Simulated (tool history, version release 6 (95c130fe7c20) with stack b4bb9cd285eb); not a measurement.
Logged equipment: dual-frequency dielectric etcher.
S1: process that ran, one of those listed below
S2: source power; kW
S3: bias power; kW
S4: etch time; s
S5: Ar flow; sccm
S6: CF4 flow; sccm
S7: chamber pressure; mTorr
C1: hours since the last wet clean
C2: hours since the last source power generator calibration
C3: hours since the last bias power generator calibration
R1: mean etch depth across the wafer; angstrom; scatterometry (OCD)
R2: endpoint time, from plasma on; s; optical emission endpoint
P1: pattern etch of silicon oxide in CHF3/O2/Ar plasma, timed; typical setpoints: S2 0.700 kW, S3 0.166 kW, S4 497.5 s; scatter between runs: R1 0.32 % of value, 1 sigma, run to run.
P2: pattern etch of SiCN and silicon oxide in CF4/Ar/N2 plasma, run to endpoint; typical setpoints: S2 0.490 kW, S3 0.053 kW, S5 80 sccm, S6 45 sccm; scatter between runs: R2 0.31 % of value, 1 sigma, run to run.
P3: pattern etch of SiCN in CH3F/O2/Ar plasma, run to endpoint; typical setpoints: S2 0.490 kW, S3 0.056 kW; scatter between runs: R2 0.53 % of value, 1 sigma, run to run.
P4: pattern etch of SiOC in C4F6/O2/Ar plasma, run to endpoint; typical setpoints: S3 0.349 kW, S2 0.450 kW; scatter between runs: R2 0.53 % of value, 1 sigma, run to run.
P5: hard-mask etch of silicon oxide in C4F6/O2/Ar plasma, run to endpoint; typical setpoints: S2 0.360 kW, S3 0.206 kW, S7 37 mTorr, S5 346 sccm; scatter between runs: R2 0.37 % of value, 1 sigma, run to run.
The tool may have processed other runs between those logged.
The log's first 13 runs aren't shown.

run	hour	S1	S2	S3	S4	S5	S6	S7	C1	C2	C3	R1	R2
14	149.1	P1	0.700	0.120	633.5				379.2	577.3	1516.3	12343	
15	163.8	P1	0.700	0.166	497.5				393.9	592.0	1531.0	10766	
16	174.7	P2	0.490	0.053		110	45		404.8	602.9	1541.9		14.290
17	190.4	P3	0.330	0.056					420.5	618.6	1557.6		36.049
18	204.0	P2	0.490	0.053		80	29		434.1	632.2	1571.2		14.646
19	219.6	P1	0.700	0.166	741.5				449.7	647.8	1586.8	16017	
20	231.0	P3	0.490	0.056					461.1	659.2	1598.2		31.055
21	244.6	P1	0.700	0.204	497.5				474.7	672.8	1611.8	11550	

Predict the results of run 22:
22	251.8	P5	0.360	0.206		219		37	481.9	680.0	1619.0		?

R2: 55.799 s

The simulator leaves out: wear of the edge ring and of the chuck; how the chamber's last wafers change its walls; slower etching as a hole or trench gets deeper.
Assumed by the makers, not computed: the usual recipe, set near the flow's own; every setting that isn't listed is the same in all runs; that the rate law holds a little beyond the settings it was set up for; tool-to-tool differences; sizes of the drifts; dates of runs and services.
